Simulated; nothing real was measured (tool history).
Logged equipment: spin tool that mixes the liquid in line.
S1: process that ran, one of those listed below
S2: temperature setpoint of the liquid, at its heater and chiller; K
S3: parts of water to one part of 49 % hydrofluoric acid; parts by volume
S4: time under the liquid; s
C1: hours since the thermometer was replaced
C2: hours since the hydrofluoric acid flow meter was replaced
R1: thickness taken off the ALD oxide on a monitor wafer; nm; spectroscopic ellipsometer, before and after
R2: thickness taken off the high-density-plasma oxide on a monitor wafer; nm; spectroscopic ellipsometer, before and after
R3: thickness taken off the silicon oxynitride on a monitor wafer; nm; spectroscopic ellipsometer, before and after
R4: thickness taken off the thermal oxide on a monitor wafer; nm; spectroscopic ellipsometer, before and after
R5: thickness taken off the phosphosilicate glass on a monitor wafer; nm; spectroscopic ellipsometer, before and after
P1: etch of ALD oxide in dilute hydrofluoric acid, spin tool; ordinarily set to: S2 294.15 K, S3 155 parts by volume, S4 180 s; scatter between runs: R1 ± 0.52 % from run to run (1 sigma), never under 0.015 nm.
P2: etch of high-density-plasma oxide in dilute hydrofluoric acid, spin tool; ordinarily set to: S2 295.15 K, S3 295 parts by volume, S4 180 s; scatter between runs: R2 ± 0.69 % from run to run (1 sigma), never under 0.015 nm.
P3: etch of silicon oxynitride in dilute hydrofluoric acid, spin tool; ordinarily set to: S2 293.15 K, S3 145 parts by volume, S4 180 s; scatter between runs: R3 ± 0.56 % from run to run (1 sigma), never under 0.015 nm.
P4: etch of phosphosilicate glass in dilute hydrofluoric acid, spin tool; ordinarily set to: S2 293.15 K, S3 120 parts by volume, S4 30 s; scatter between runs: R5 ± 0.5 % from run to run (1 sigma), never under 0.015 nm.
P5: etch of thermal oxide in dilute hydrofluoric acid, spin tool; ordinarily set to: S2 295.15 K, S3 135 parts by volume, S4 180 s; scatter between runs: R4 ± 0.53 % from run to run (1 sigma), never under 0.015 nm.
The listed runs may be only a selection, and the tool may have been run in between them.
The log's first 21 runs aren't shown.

run,hour,S1,S2,S3,S4,C1,C2,R1,R2,R3,R4,R5
22,207.9,P5,295.15,135,180,136.8,140.1,,,,6.01980,
23,216.3,P2,290.15,295,180,145.2,148.5,,2.6700,,,
24,227.5,P3,290.15,145,180,156.4,159.7,,,3.2123,,
25,235.8,P1,294.15,60,180,164.7,168.0,87.2620,,,,
26,244.5,P1,294.15,155,90,173.4,176.7,15.1340,,,,
27,256.7,P1,290.15,155,180,185.6,188.9,25.8470,,,,
28,268.1,P1,294.15,155,280,197.0,200.3,47.1040,,,,
29,277.4,P2,295.15,295,180,206.3,209.6,,3.1842,,,
30,284.1,P1,294.15,155,180,213.0,216.3,30.2950,,,,
31,295.2,P1,294.15,155,180,224.1,227.4,30.2320,,,,
32,307.1,P1,294.15,155,180,236.0,239.3,31.9690,,,,
33,314.0,P1,294.15,155,180,242.9,246.2,32.6950,,,,
34,319.6,P1,294.15,155,180,248.5,251.8,32.5670,,,,
35,330.7,P1,294.15,155,180,259.6,262.9,33.1490,,,,
36,341.2,P1,294.15,155,180,270.1,273.4,32.9730,,,,
37,347.6,P1,294.15,155,180,276.5,279.8,32.9960,,,,

What does the tool deliver on the next run?
38,359.4,P1,294.15,155,180,288.3,291.6,?,,,,

R1: 33.5100 nm

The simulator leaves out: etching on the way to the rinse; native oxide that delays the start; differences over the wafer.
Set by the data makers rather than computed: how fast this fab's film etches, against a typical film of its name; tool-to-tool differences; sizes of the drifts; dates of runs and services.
